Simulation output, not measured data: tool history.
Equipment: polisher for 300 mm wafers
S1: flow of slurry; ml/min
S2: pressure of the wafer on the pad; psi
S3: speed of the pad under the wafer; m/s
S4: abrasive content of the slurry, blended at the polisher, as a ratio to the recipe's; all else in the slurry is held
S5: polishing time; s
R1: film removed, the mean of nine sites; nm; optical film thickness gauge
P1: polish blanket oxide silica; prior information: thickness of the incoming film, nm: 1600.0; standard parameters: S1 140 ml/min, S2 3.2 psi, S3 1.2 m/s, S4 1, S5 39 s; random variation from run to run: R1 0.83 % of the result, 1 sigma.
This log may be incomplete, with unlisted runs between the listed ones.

Run 1, hour 15.5: S1 140 ml/min, S2 3.2 psi, S3 1.2 m/s, S4 1, S5 39 s. Result: R1 90.496 nm.
At hour 25.1: head pressure recalibrated.
Run 2, hour 25.3: S1 140 ml/min, S2 3.2 psi, S3 1.64 m/s, S4 1, S5 39 s. Result: R1 115.55 nm.
Run 3, hour 36.9: S1 140 ml/min, S2 3.2 psi, S3 1.2 m/s, S4 1, S5 39 s. Result: R1 89.971 nm.
Run 4, hour 51.4: S1 85 ml/min, S2 3.2 psi, S3 1.2 m/s, S4 1, S5 57 s. Result: R1 116.7 nm.
Run 5, hour 65.3: S1 140 ml/min, S2 2.1 psi, S3 1.2 m/s, S4 1, S5 39 s. Result: R1 58.525 nm.
Run 6, hour 78: S1 205 ml/min, S2 3.2 psi, S3 1.2 m/s, S4 1, S5 39 s. Result: R1 93.447 nm.
Run 7, hour 89.9: S1 140 ml/min, S2 3.2 psi, S3 1.2 m/s, S4 1, S5 39 s. Result: R1 89.662 nm.
Run 8, hour 101.6: S1 140 ml/min, S2 4.4 psi, S3 1.2 m/s, S4 1, S5 39 s. Result: R1 121.76 nm.
Run 9, hour 110.1: S1 140 ml/min, S2 3.2 psi, S3 0.56 m/s, S4 1, S5 39 s. Result: R1 48.379 nm.
Run 10, hour 126.4: S1 140 ml/min, S2 3.2 psi, S3 1.2 m/s, S4 1.35, S5 39 s. Result: R1 101.15 nm.
Run 11, hour 136.5: S1 140 ml/min, S2 3.2 psi, S3 1.2 m/s, S4 1, S5 39 s. Result: R1 88.754 nm.
Run 12, hour 151.7: S1 140 ml/min, S2 3.2 psi, S3 1.2 m/s, S4 1, S5 39 s. Result: R1 91.04 nm.
Run 13, hour 163.7: S1 140 ml/min, S2 3.2 psi, S3 1.2 m/s, S4 1, S5 39 s. Result: R1 90.036 nm.
Run 14, hour 175.3: S1 140 ml/min, S2 3.2 psi, S3 1.2 m/s, S4 1, S5 24 s. Result: R1 55.616 nm.
Run 15, hour 187: S1 85 ml/min, S2 3.2 psi, S3 1.2 m/s, S4 1, S5 39 s. Result: R1 80.193 nm.
Run 16, hour 203.1: S1 140 ml/min, S2 3.2 psi, S3 1.2 m/s, S4 0.5, S5 39 s. Result: R1 61.391 nm.
Run 17, hour 216.5: S1 140 ml/min, S2 3.2 psi, S3 1.2 m/s, S4 1, S5 57 s. Result: R1 131.07 nm.
Run 18, hour 225.5: S1 140 ml/min, S2 3.2 psi, S3 1.2 m/s, S4 1, S5 39 s. Result: R1 90.073 nm.
Run 19, hour 240.3: S1 140 ml/min, S2 3.2 psi, S3 1.2 m/s, S4 1, S5 39 s. Result: R1 87.581 nm.
Run 20, hour 251.4: S1 140 ml/min, S2 3.2 psi, S3 1.2 m/s, S4 1, S5 39 s. Result: R1 86.262 nm.
Run 21, hour 265.8: S1 140 ml/min, S2 3.2 psi, S3 1.2 m/s, S4 1, S5 39 s. Result: R1 84.046 nm.
At hour 268.4: conditioning disc replaced and pad reconditioned.
At hour 269.1: worn pad replaced by a new one.
Run 22, hour 276.3: S1 140 ml/min, S2 3.2 psi, S3 1.2 m/s, S4 1, S5 39 s. Result: R1 82.722 nm.
Run 23, hour 286.6: S1 140 ml/min, S2 3.2 psi, S3 1.2 m/s, S4 1, S5 39 s. Result: R1 84.057 nm.
At hour 297.9: slurry blender recalibrated.
Run 24, hour 300.9: S1 140 ml/min, S2 3.2 psi, S3 1.2 m/s, S4 1, S5 39 s. Result: R1 82.158 nm.
Run 25, hour 309.7: S1 140 ml/min, S2 3.2 psi, S3 1.2 m/s, S4 1, S5 39 s. Result: R1 81.847 nm.
Run 26, hour 320.6: S1 140 ml/min, S2 3.2 psi, S3 1.2 m/s, S4 1, S5 39 s. Result: R1 83.37 nm.
Run 27, hour 336: S1 140 ml/min, S2 3.2 psi, S3 1.2 m/s, S4 1, S5 39 s. Result: R1 82.172 nm.

What P1 gives has crept away from where it was. These 2 causes fit the log equally well, each at the size given:
A: head's pressure below its setpoint, % = 8.01
B: slurry flow missing at the pad, % = 31.6
At approximately hour 225.5, the process output began to creep.
Why every other cause is out:
removal rate lost through wear of the pad, %: maintenance at hour 269.1, after the shift began, did not return the process to its former output
abrasive missing from the slurry, %: maintenance at hour 297.9, after the shift began, did not return the process to its former output
time polished since the conditioner stopped cutting, s: maintenance at hour 268.4, after the shift began, did not return the process to its former output

Of the 4 check runs below, each run on 2 wafers with the results averaged and each result still a question mark, which one would tell the listed causes apart?
Run check 1, hour 351.4: S1 140 ml/min, S2 3.2 psi, S3 1.2 m/s, S4 0.6, S5 39 s. Result: R1 ?.
Run check 2, hour 351.4: S1 85 ml/min, S2 3.2 psi, S3 1.2 m/s, S4 1, S5 27 s. Result: R1 ?.
Run check 3, hour 351.4: S1 140 ml/min, S2 3.2 psi, S3 1.2 m/s, S4 1.25, S5 55 s. Result: R1 ?.
Run check 4, hour 351.4: S1 140 ml/min, S2 3.2 psi, S3 0.6 m/s, S4 1, S5 39 s. Result: R1 ?.

How each check would come out, cause by cause:
  check  result    if A    if B
check 1      R1   63.12  63.118
check 2      R1    50.7  48.468
check 3      R1  127.59  127.58
check 4      R1  47.239  47.237
Per-check spread between the two closest causes, in the result where they differ most: check 1 0 %; check 2 4.5 %; check 3 0 %; check 4 0 %
Of the check runs offered, only check 2 discriminates between the causes; the rest would read about the same regardless of which cause applies.

Here is what check 2 returned: R1 48.682 nm. Which cause is it?

The correct cause is B, namely: slurry flow missing at the pad, %.
